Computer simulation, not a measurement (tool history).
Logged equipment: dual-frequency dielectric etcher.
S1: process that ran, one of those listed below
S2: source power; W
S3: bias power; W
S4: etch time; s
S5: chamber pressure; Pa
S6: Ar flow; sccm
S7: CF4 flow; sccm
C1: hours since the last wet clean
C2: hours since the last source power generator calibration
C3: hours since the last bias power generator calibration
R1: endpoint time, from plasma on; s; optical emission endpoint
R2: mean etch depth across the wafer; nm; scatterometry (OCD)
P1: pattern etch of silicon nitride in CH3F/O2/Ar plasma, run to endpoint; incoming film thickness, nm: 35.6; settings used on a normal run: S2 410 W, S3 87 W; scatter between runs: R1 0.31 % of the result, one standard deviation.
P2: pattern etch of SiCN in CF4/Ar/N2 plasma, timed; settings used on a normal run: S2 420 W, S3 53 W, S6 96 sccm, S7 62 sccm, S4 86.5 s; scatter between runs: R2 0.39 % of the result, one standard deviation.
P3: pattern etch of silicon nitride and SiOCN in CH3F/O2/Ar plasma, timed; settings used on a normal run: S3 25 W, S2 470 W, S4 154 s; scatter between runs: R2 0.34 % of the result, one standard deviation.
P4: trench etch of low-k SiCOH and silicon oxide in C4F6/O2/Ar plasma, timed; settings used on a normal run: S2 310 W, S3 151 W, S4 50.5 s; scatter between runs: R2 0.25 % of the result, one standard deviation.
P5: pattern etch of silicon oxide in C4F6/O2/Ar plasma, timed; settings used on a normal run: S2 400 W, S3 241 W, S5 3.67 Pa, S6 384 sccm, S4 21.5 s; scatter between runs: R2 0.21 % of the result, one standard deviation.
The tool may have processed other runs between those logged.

Run 1, hour 6.2: S1 P1, S2 410 W, S3 87 W; C1 125.2; C2 1629.9; C3 3719. Result: R1 47.491 s.
Run 2, hour 11: S1 P4, S2 310 W, S3 123 W, S4 50.5 s; C1 130; C2 1634.7; C3 3723.8. Result: R2 132.25 nm.
Run 3, hour 17.6: S1 P1, S2 560 W, S3 87 W; C1 136.6; C2 1641.3; C3 3730.4. Result: R1 42.234 s.
Run 4, hour 21.7: S1 P5, S2 400 W, S3 241 W, S4 21.5 s, S5 3.67 Pa, S6 384 sccm; C1 140.7; C2 1645.4; C3 3734.5. Result: R2 73.253 nm.
Run 5, hour 25.2: S1 P5, S2 400 W, S3 189 W, S4 21.5 s, S5 3.67 Pa, S6 384 sccm; C1 144.2; C2 1648.9; C3 3738. Result: R2 68.147 nm.
Run 6, hour 30.1: S1 P4, S2 310 W, S3 151 W, S4 71.5 s; C1 149.1; C2 1653.8; C3 3742.9. Result: R2 199.8 nm.
Run 7, hour 34.6: S1 P2, S2 420 W, S3 53 W, S4 86.5 s, S6 96 sccm, S7 84 sccm; C1 153.6; C2 1658.3; C3 3747.4. Result: R2 65.282 nm.
Run 8, hour 39.7: S1 P1, S2 410 W, S3 114 W; C1 158.7; C2 1663.4; C3 3752.5. Result: R1 43.129 s.
Run 9, hour 42.9: S1 P3, S2 580 W, S3 25 W, S4 154 s; C1 161.9; C2 1666.6; C3 3755.7. Result: R2 24.436 nm.
Run 10, hour 49.2: S1 P3, S2 470 W, S3 31 W, S4 154 s; C1 168.2; C2 1672.9; C3 3762. Result: R2 24.875 nm.
At hour 54.3: bias power generator calibrated.
Run 11, hour 55.2: S1 P2, S2 420 W, S3 40 W, S4 86.5 s, S6 96 sccm, S7 62 sccm; C1 174.2; C2 1678.9; C3 0.9. Result: R2 56.01 nm.
Run 12, hour 62: S1 P2, S2 420 W, S3 53 W, S4 86.5 s, S6 96 sccm, S7 62 sccm; C1 181; C2 1685.7; C3 7.7. Result: R2 61.697 nm.
Run 13, hour 65.3: S1 P1, S2 410 W, S3 87 W; C1 184.3; C2 1689; C3 11. Result: R1 47.477 s.
Run 14, hour 69.4: S1 P5, S2 400 W, S3 241 W, S4 21.5 s, S5 3.67 Pa, S6 226 sccm; C1 188.4; C2 1693.1; C3 15.1. Result: R2 78.159 nm.
Run 15, hour 73.4: S1 P2, S2 420 W, S3 53 W, S4 86.5 s, S6 96 sccm, S7 62 sccm; C1 192.4; C2 1697.1; C3 19.1. Result: R2 61.895 nm.
Run 16, hour 80.1: S1 P5, S2 400 W, S3 241 W, S4 21.5 s, S5 4.53 Pa, S6 384 sccm; C1 199.1; C2 1703.8; C3 25.8. Result: R2 71.857 nm.
Run 17, hour 85.7: S1 P4, S2 210 W, S3 151 W, S4 50.5 s; C1 204.7; C2 1709.4; C3 31.4. Result: R2 121.21 nm.
Run 18, hour 89.7: S1 P1, S2 410 W, S3 87 W; C1 208.7; C2 1713.4; C3 35.4. Result: R1 47.78 s.
Run 19, hour 96.1: S1 P5, S2 400 W, S3 241 W, S4 13.5 s, S5 3.67 Pa, S6 384 sccm; C1 215.1; C2 1719.8; C3 41.8. Result: R2 46.126 nm.
Run 20, hour 100.7: S1 P3, S2 470 W, S3 25 W, S4 101.5 s; C1 219.7; C2 1724.4; C3 46.4. Result: R2 14.921 nm.
Run 21, hour 107.8: S1 P5, S2 290 W, S3 241 W, S4 21.5 s, S5 3.67 Pa, S6 384 sccm; C1 226.8; C2 1731.5; C3 53.5. Result: R2 65.06 nm.
Run 22, hour 113.3: S1 P2, S2 420 W, S3 53 W, S4 86.5 s, S6 136 sccm, S7 62 sccm; C1 232.3; C2 1737; C3 59. Result: R2 58.04 nm.
Run 23, hour 119.9: S1 P2, S2 320 W, S3 53 W, S4 86.5 s, S6 96 sccm, S7 62 sccm; C1 238.9; C2 1743.6; C3 65.6. Result: R2 48.462 nm.
Run 24, hour 124.8: S1 P4, S2 310 W, S3 151 W, S4 50.5 s; C1 243.8; C2 1748.5; C3 70.5. Result: R2 141.33 nm.
Run 25, hour 130.2: S1 P3, S2 470 W, S3 25 W, S4 154 s; C1 249.2; C2 1753.9; C3 75.9. Result: R2 22.719 nm.
Run 26, hour 135.3: S1 P1, S2 410 W, S3 87 W; C1 254.3; C2 1759; C3 81. Result: R1 47.538 s.
At hour 135.8: wet clean of the chamber.
Run 27, hour 138.9: S1 P1, S2 410 W, S3 70 W; C1 3.2; C2 1762.6; C3 84.6. Result: R1 51.415 s.
Run 28, hour 142.8: S1 P1, S2 410 W, S3 87 W; C1 7.1; C2 1766.5; C3 88.5. Result: R1 47.424 s.
Run 29, hour 149.7: S1 P1, S2 550 W, S3 61 W; C1 14; C2 1773.4; C3 95.4. Result: R1 48.028 s.
Run 30, hour 155.2: S1 P2, S2 420 W, S3 53 W, S4 115.5 s, S6 96 sccm, S7 62 sccm; C1 19.5; C2 1778.9; C3 100.9. Result: R2 82.009 nm.
Run 31, hour 160.7: S1 P1, S2 330 W, S3 87 W; C1 25; C2 1784.4; C3 106.4. Result: R1 51.862 s.
Run 32, hour 165.3: S1 P1, S2 410 W, S3 87 W; C1 29.6; C2 1789; C3 111. Result: R1 47.557 s.
Run 33, hour 171.4: S1 P1, S2 410 W, S3 87 W; C1 35.7; C2 1795.1; C3 117.1. Result: R1 47.835 s.
Run 34, hour 175.5: S1 P1, S2 410 W, S3 87 W; C1 39.8; C2 1799.2; C3 121.2. Result: R1 47.913 s.
Run 35, hour 179.4: S1 P1, S2 410 W, S3 87 W; C1 43.7; C2 1803.1; C3 125.1. Result: R1 48.211 s.
Run 36, hour 183.7: S1 P1, S2 410 W, S3 87 W; C1 48; C2 1807.4; C3 129.4. Result: R1 48.522 s.
At hour 187.2: wet clean of the chamber.
Run 37, hour 187.6: S1 P1, S2 410 W, S3 87 W; C1 0.4; C2 1811.3; C3 133.3. Result: R1 48.188 s.
Run 38, hour 193.6: S1 P1, S2 410 W, S3 87 W; C1 6.4; C2 1817.3; C3 139.3. Result: R1 48.431 s.
Run 39, hour 198.6: S1 P1, S2 410 W, S3 87 W; C1 11.4; C2 1822.3; C3 144.3. Result: R1 48.65 s.
Run 40, hour 202.2: S1 P1, S2 410 W, S3 87 W; C1 15; C2 1825.9; C3 147.9. Result: R1 48.244 s.

P1 no longer gives what it gave before; its output has crept away from where it was. The following 2 causes, each at its listed size, fit the log equally well:
A: source power that arrives under what is set, % = 3.99
B: bias power that arrives under what is set, % = 4.21
At approximately hour 165.3, the process output began to creep.
All other causes, with the reason each is excluded:
chamber walls in a state that lowers the etch rate, %: work on it at hour 187.2, done after the drift set in, did not restore what the process gave before

Below are 4 check runs, each averaged over 2 wafers, with their results shown as question marks. Which of them would give clearly different results depending on which cause is behind the drift?
Run check 1, hour 205.8: S1 P3, S2 470 W, S3 25 W, S4 154 s. Result: R2 ?.
Run check 2, hour 205.8: S1 P2, S2 420 W, S3 53 W, S4 86.5 s, S6 96 sccm, S7 62 sccm. Result: R2 ?.
Run check 3, hour 205.8: S1 P5, S2 400 W, S3 241 W, S4 21.5 s, S5 3.67 Pa, S6 384 sccm. Result: R2 ?.
Run check 4, hour 205.8: S1 P4, S2 310 W, S3 151 W, S4 50.5 s. Result: R2 ?.

Check results expected under each cause:
  check  result    if A    if B
check 1      R2  22.338   22.22
check 2      R2  59.506  60.821
check 3      R2   72.41  72.498
check 4      R2  138.83   139.2
Distance between the nearest two causes, measured in the result of the check that separates them most: check 1 0.53 %; check 2 2.19 %; check 3 0.12 %; check 4 0.27 %
Check 2 distinguishes between the causes, while the remaining checks would return nearly the same result for all of them.

Check 2 has now been run. It gave: R2 59.224 nm. Which of the candidate causes is it?

Of the candidate causes, it is A: source power that arrives under what is set, %.
